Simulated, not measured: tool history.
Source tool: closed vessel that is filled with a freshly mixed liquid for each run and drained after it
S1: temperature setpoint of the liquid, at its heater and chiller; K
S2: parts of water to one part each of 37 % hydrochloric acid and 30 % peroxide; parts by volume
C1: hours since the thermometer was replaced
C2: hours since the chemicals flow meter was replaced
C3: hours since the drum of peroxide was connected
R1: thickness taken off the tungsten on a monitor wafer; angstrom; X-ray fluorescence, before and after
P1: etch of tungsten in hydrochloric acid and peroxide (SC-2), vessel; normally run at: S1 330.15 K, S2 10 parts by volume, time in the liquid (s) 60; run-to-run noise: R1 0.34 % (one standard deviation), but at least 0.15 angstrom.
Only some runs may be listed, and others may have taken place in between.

run 1 day=0.425 | S1=330.15 S2=10 time_in_the_liquid_(s)=60 | C1=1801.9 C2=738.2 C3=718.0 | R1=294.49
run 2 day=0.762 | S1=330.15 S2=10 time_in_the_liquid_(s)=60 | C1=1810.0 C2=746.3 C3=726.1 | R1=293.89
run 3 day=1.225 | S1=330.15 S2=15 time_in_the_liquid_(s)=35 | C1=1821.1 C2=757.4 C3=737.2 | R1=120.88
run 4 day=1.696 | S1=330.15 S2=4 time_in_the_liquid_(s)=60 | C1=1832.4 C2=768.7 C3=748.5 | R1=588.84
run 5 day=2.042 | S1=330.15 S2=15 time_in_the_liquid_(s)=60 | C1=1840.7 C2=777.0 C3=756.8 | R1=208.89
run 6 day=2.492 | S1=330.15 S2=10 time_in_the_liquid_(s)=60 | C1=1851.5 C2=787.8 C3=767.6 | R1=297.18
run 7 day=2.979 | S1=330.15 S2=10 time_in_the_liquid_(s)=105 | C1=1863.2 C2=799.5 C3=779.3 | R1=516.39
run 8 day=3.312 | S1=330.15 S2=10 time_in_the_liquid_(s)=60 | C1=1871.2 C2=807.5 C3=787.3 | R1=295.15
run 9 day=3.583 | S1=315.15 S2=5 time_in_the_liquid_(s)=60 | C1=1877.7 C2=814.0 C3=793.8 | R1=186.61
run 10 day=4.100 | S1=321.65 S2=10 time_in_the_liquid_(s)=60 | C1=1890.1 C2=826.4 C3=806.2 | R1=170.15
run 11 day=4.404 | S1=330.15 S2=10 time_in_the_liquid_(s)=60 | C1=1897.4 C2=833.7 C3=813.5 | R1=295.92
run 12 day=4.667 | S1=345.15 S2=10 time_in_the_liquid_(s)=60 | C1=1903.7 C2=840.0 C3=819.8 | R1=734.73
run 13 day=4.954 | S1=340.65 S2=10 time_in_the_liquid_(s)=105 | C1=1910.6 C2=846.9 C3=826.7 | R1=989.44
run 14 day=5.204 | S1=330.15 S2=10 time_in_the_liquid_(s)=60 | C1=1916.6 C2=852.9 C3=832.7 | R1=295.45
-- day=5.342 chemicals flow meter replaced
run 15 day=5.579 | S1=330.15 S2=10 time_in_the_liquid_(s)=30 | C1=1925.6 C2=5.7 C3=841.7 | R1=147.83
run 16 day=5.842 | S1=330.15 S2=10 time_in_the_liquid_(s)=60 | C1=1931.9 C2=12.0 C3=848.0 | R1=294.73
run 17 day=6.362 | S1=330.15 S2=10 time_in_the_liquid_(s)=60 | C1=1944.4 C2=24.5 C3=860.5 | R1=296.00

Run 18, settings as shown, results not yet in. Your forecast:
run 18 day=6.617 | S1=330.15 S2=10 time_in_the_liquid_(s)=60 | C1=1950.5 C2=30.6 C3=866.6 | R1=?

Run 18 produced R1 285.13 angstrom.
